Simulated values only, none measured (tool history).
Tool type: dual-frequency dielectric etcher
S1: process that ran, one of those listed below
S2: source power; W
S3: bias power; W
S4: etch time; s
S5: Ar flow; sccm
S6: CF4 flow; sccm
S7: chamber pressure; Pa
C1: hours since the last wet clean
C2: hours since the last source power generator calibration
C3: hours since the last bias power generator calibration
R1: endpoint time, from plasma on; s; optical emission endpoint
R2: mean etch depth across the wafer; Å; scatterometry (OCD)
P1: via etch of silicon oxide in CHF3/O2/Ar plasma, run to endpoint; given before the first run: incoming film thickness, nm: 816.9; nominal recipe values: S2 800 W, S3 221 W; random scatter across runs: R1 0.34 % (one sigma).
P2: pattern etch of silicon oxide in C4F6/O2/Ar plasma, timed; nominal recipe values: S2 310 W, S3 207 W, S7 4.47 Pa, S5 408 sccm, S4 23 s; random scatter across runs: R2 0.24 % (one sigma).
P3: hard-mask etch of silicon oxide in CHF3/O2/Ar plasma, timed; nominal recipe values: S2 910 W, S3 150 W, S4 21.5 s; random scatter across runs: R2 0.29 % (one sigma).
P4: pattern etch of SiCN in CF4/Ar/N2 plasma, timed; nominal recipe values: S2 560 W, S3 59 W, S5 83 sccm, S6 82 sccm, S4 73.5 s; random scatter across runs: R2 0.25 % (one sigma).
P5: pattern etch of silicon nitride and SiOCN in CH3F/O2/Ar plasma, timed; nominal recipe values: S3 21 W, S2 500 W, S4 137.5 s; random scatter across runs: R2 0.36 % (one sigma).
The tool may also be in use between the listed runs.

run 1 hour=2.9 | S1=P1 S2=800 S3=221 | C1=271.2 C2=498.9 C3=2198.4 | R1=342.08
run 2 hour=6.5 | S1=P3 S2=1140 S3=150 S4=21.5 | C1=274.8 C2=502.5 C3=2202 | R2=526.22
run 3 hour=11.1 | S1=P1 S2=800 S3=221 | C1=279.4 C2=507.1 C3=2206.6 | R1=341.2
run 4 hour=14.6 | S1=P1 S2=800 S3=221 | C1=282.9 C2=510.6 C3=2210.1 | R1=341.55
run 5 hour=19.3 | S1=P4 S2=560 S3=59 S4=47.5 S5=83 S6=82 | C1=287.6 C2=515.3 C3=2214.8 | R2=483.42
run 6 hour=24.6 | S1=P4 S2=720 S3=59 S4=73.5 S5=83 S6=82 | C1=292.9 C2=520.6 C3=2220.1 | R2=941.38
run 7 hour=28.3 | S1=P1 S2=800 S3=221 | C1=296.6 C2=524.3 C3=2223.8 | R1=341.77
run 8 hour=32.2 | S1=P3 S2=910 S3=150 S4=21.5 | C1=300.5 C2=528.2 C3=2227.7 | R2=486.29
run 9 hour=35.8 | S1=P1 S2=800 S3=221 | C1=304.1 C2=531.8 C3=2231.3 | R1=342.15
run 10 hour=39 | S1=P2 S2=310 S3=207 S4=15.5 S5=408 S7=4.47 | C1=307.3 C2=535 C3=2234.5 | R2=443.28
run 11 hour=43.7 | S1=P2 S2=310 S3=207 S4=23 S5=408 S7=4.47 | C1=312 C2=539.7 C3=2239.2 | R2=661.68
run 12 hour=46.7 | S1=P1 S2=980 S3=221 | C1=315 C2=542.7 C3=2242.2 | R1=315.98
run 13 hour=51.2 | S1=P1 S2=800 S3=294 | C1=319.5 C2=547.2 C3=2246.7 | R1=308.38
run 14 hour=56.4 | S1=P1 S2=470 S3=221 | C1=324.7 C2=552.4 C3=2251.9 | R1=417.87
run 15 hour=61.4 | S1=P3 S2=910 S3=150 S4=12 | C1=329.7 C2=557.4 C3=2256.9 | R2=270.66
run 16 hour=64.6 | S1=P5 S2=500 S3=21 S4=137.5 | C1=332.9 C2=560.6 C3=2260.1 | R2=191.5
run 17 hour=69.3 | S1=P5 S2=370 S3=21 S4=137.5 | C1=337.6 C2=565.3 C3=2264.8 | R2=171.66
run 18 hour=72.1 | S1=P1 S2=600 S3=275 | C1=340.4 C2=568.1 C3=2267.6 | R1=350.72
run 19 hour=75.3 | S1=P5 S2=500 S3=21 S4=91.5 | C1=343.6 C2=571.3 C3=2270.8 | R2=126.35
run 20 hour=78 | S1=P2 S2=310 S3=207 S4=23 S5=408 S7=5.67 | C1=346.3 C2=574 C3=2273.5 | R2=642.77
run 21 hour=82.9 | S1=P3 S2=910 S3=150 S4=21.5 | C1=351.2 C2=578.9 C3=2278.4 | R2=482.85
run 22 hour=85.6 | S1=P4 S2=560 S3=75 S4=73.5 S5=83 S6=82 | C1=353.9 C2=581.6 C3=2281.1 | R2=809.71
run 23 hour=89.1 | S1=P2 S2=310 S3=207 S4=23 S5=244 S7=4.47 | C1=357.4 C2=585.1 C3=2284.6 | R2=701.03
run 24 hour=93.6 | S1=P4 S2=560 S3=59 S4=73.5 S5=83 S6=102 | C1=361.9 C2=589.6 C3=2289.1 | R2=773.33
run 25 hour=96.1 | S1=P4 S2=560 S3=59 S4=73.5 S5=55 S6=82 | C1=364.4 C2=592.1 C3=2291.6 | R2=792.9
run 26 hour=101.2 | S1=P2 S2=310 S3=164 S4=23 S5=408 S7=4.47 | C1=369.5 C2=597.2 C3=2296.7 | R2=614.55
run 27 hour=104.7 | S1=P1 S2=800 S3=169 | C1=373 C2=600.7 C3=2300.2 | R1=369.23
run 28 hour=107.6 | S1=P4 S2=560 S3=59 S4=73.5 S5=83 S6=82 | C1=375.9 C2=603.6 C3=2303.1 | R2=747.77
run 29 hour=110.5 | S1=P5 S2=500 S3=25 S4=137.5 | C1=378.8 C2=606.5 C3=2306 | R2=204.41
run 30 hour=113.7 | S1=P2 S2=200 S3=207 S4=23 S5=408 S7=4.47 | C1=382 C2=609.7 C3=2309.2 | R2=559.05
-- hour=114.1 wet clean of the chamber
run 31 hour=117.9 | S1=P2 S2=310 S3=207 S4=23 S5=408 S7=4.47 | C1=3.9 C2=613.9 C3=2313.4 | R2=661.32
run 32 hour=120.6 | S1=P3 S2=910 S3=200 S4=21.5 | C1=6.6 C2=616.6 C3=2316.1 | R2=532.88
run 33 hour=125.5 | S1=P1 S2=800 S3=221 | C1=11.5 C2=621.5 C3=2321 | R1=338.36
run 34 hour=131 | S1=P1 S2=800 S3=221 | C1=17 C2=627 C3=2326.5 | R1=341.34
run 35 hour=133.7 | S1=P1 S2=800 S3=221 | C1=19.7 C2=629.7 C3=2329.2 | R1=339.84
run 36 hour=137.9 | S1=P1 S2=800 S3=221 | C1=23.9 C2=633.9 C3=2333.4 | R1=335.32
run 37 hour=141.2 | S1=P1 S2=800 S3=221 | C1=27.2 C2=637.2 C3=2336.7 | R1=338.39
run 38 hour=143.6 | S1=P1 S2=800 S3=221 | C1=29.6 C2=639.6 C3=2339.1 | R1=337.61
run 39 hour=148.1 | S1=P1 S2=800 S3=221 | C1=34.1 C2=644.1 C3=2343.6 | R1=335.76
-- hour=152.1 wet clean of the chamber
run 40 hour=152.1 | S1=P1 S2=800 S3=221 | C1=0.1 C2=648.1 C3=2347.6 | R1=337.12
run 41 hour=157.5 | S1=P1 S2=800 S3=221 | C1=5.5 C2=653.5 C3=2353 | R1=337.35
run 42 hour=161.9 | S1=P1 S2=800 S3=221 | C1=9.9 C2=657.9 C3=2357.4 | R1=335.14
run 43 hour=166.8 | S1=P1 S2=800 S3=221 | C1=14.8 C2=662.8 C3=2362.3 | R1=336.42
run 44 hour=171.6 | S1=P1 S2=800 S3=221 | C1=19.6 C2=667.6 C3=2367.1 | R1=336.81
run 45 hour=174 | S1=P1 S2=800 S3=221 | C1=22 C2=670 C3=2369.5 | R1=334.96

What P1 gives has crept off from where it sat before. The 2 causes that follow fit the log equally well, each at the size noted:
A: bias power that arrives over what is set, % = 5
B: source power that arrives over what is set, % = 4.52
The gradual shift began around hour 131.
Other possible causes, and why each is ruled out:
chamber walls in a state that raises the etch rate, %: serviced at hour 152.1, after the drift had started, without restoring the earlier output

Below are 4 check runs, each on a single wafer, with their results shown as question marks. Which of them would tell the listed causes apart, meaning the causes would give clearly different results under it?
run check 1 hour=176.4 | S1=P3 S2=910 S3=150 S4=21.5 | R2=?
run check 2 hour=176.4 | S1=P5 S2=500 S3=21 S4=137.5 | R2=?
run check 3 hour=176.4 | S1=P2 S2=310 S3=207 S4=23 S5=408 S7=4.47 | R2=?
run check 4 hour=176.4 | S1=P4 S2=560 S3=59 S4=73.5 S5=83 S6=82 | R2=?

Expected result of each check under each candidate cause:
check=check_1 result=R2 if_A=492.14 if_B=493.08
check=check_2 result=R2 if_A=194.11 if_B=193
check=check_3 result=R2 if_A=673.19 if_B=673.71
check=check_4 result=R2 if_A=763.01 if_B=781.72
Gap, in per cent, between the two causes that each check separates least, read from the result that separates them most: check 1 0.19 %; check 2 0.57 %; check 3 0.08 %; check 4 2.42 %
Only check 4 tells the causes apart: in the others they would give nearly the same result.

The results of check 4 are: R2 780.95 Å. Based on these, which of the listed causes is it?

Of the candidate causes, it is B: source power that arrives over what is set, %.

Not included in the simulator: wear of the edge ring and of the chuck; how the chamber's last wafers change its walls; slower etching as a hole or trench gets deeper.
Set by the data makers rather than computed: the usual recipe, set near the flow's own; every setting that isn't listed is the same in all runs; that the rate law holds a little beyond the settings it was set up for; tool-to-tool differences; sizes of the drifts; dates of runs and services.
